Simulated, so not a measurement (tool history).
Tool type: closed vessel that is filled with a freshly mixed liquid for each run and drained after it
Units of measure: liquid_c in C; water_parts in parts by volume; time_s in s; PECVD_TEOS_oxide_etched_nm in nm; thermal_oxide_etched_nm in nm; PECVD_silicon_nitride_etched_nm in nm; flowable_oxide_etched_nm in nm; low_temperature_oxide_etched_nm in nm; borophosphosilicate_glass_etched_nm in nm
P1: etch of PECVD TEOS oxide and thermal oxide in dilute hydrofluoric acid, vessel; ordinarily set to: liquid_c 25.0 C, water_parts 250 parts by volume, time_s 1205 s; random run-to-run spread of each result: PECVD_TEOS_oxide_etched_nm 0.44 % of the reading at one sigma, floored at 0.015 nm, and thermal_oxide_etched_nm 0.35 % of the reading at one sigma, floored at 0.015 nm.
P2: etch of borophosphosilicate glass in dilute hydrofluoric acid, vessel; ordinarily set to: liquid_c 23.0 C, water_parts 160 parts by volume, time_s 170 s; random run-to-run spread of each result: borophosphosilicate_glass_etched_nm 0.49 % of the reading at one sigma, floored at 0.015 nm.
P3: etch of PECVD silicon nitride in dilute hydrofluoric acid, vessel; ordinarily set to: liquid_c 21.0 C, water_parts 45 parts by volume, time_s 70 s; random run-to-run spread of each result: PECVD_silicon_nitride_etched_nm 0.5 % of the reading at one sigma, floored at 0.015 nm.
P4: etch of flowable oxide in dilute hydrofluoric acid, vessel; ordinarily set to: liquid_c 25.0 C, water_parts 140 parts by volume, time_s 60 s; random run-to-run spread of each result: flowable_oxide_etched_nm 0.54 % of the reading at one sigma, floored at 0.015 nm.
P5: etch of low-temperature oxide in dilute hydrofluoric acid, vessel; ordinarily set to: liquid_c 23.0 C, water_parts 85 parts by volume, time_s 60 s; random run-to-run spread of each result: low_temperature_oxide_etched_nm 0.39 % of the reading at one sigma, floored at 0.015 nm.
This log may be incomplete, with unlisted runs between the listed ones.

run	hour	process	liquid_c	water_parts	time_s	PECVD_TEOS_oxide_etched_nm	thermal_oxide_etched_nm	PECVD_silicon_nitride_etched_nm	flowable_oxide_etched_nm	low_temperature_oxide_etched_nm	borophosphosilicate_glass_etched_nm
1	4.6	P1	25.0	250	1205	52.5120	19.6530				
2	10.8	P3	21.0	45	70			4.2164			
3	16.7	P1	25.0	250	1205	52.8050	19.5360				
4	21.3	P4	25.0	245	60				15.434		
5	24.7	P4	25.0	140	115				57.971		
6	31.8	P1	25.0	250	1205	52.3340	19.6170				
7	38.9	P5	23.0	85	60					12.5600	
8	42.2	P2	23.0	160	170						49.7770
9	45.5	P1	31.0	65	1205	318.1400	118.5200				
10	52.6	P1	30.0	250	1205	62.0190	23.1800				
11	59.1	P3	21.0	20	70			9.0683			
12	63.5	P4	18.5	140	60				23.488		
13	70.3	P1	25.0	250	1205	52.6180	19.7620				
14	73.8	P2	23.0	240	170						30.3580
15	80.6	P3	29.0	45	70			7.1374			
16	85.0	P2	23.0	160	30						8.7579
17	88.3	P5	29.5	85	60					16.1830	
18	94.5	P1	25.0	250	1205	52.5220	19.7020				
19	97.7	P1	25.0	410	115	2.6253	1.0147				
20	104.9	P3	21.0	45	135			8.1106			
21	110.9	P1	25.0	455	1205	23.6840	8.9082				
22	115.0	P1	25.0	250	2390	103.9100	38.9440				
23	118.4	P1	20.0	250	1205	43.8970	16.3070				
24	124.8	P5	23.0	85	30					6.2995	
25	128.0	P1	25.0	80	1205	201.3700	74.8610				
26	132.2	P4	25.0	140	60				30.278		
27	139.1	P1	25.0	250	1205	52.4500	19.6410				
28	145.1	P5	23.0	140	60					7.1566	

Run 29 has not been measured yet. What should we expect?
29	149.5	P2	28.0	160	170						?

borophosphosilicate_glass_etched_nm: 59.9540 nm
